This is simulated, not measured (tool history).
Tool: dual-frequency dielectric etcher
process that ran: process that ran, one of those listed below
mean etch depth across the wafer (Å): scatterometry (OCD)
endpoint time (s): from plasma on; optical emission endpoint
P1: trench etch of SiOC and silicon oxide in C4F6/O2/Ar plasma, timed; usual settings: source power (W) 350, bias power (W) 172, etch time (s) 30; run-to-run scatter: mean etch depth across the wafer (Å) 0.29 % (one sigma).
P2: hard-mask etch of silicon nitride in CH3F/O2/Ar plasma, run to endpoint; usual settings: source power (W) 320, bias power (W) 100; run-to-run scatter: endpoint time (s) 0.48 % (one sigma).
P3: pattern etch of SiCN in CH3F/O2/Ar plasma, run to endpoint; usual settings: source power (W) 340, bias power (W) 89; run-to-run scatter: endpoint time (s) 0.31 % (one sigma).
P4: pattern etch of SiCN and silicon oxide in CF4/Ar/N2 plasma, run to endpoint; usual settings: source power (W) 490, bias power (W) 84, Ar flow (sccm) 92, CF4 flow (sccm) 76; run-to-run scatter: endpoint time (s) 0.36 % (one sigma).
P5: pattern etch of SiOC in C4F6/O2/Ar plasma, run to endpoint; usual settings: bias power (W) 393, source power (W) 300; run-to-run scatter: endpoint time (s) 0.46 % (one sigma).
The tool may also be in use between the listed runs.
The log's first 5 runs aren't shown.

run  hour  process that ran  source power (W)  bias power (W)  etch time (s)  Ar flow (sccm)  CF4 flow (sccm)  mean etch depth across the wafer (Å)  endpoint time (s)
  6  24.5                P2               320             100                                                                                                   41.067
     27.9  -- bias power generator calibrated
  7  29.6                P2               320              66                                                                                                   47.748
  8  33.9                P3               340              89                                                                                                   28.907
  9  37.8                P1               350             172             37                                                                 667.47
 10  42.3                P4               490              84                             56               76                                                   14.012
 11  44.9                P1               350             172             30                                                                 539.48
 12  48.9                P3               460              89                                                                                                    25.68
 13  53.1                P1               460             203             30                                                                 633.71
 14  57.7                P1               350             172             30                                                                 537.41
 15  61.8                P4               490              84                             92               55                                                    15.69
 16  66.9                P1               350             172             30                                                                 540.67
 17  71.7                P4               490              50                             92               76                                                   17.638
 18    75                P5               300             535                                                                                                   16.109
 19    80                P3               340             122                                                                                                   25.351
 20  84.7                P1               350             172             30                                                                 538.28

The next listed run, before its measurement:
 21  88.4                P1               450             172             30                                                                      ?

Run 21 gave mean etch depth across the wafer (Å) 595.04.

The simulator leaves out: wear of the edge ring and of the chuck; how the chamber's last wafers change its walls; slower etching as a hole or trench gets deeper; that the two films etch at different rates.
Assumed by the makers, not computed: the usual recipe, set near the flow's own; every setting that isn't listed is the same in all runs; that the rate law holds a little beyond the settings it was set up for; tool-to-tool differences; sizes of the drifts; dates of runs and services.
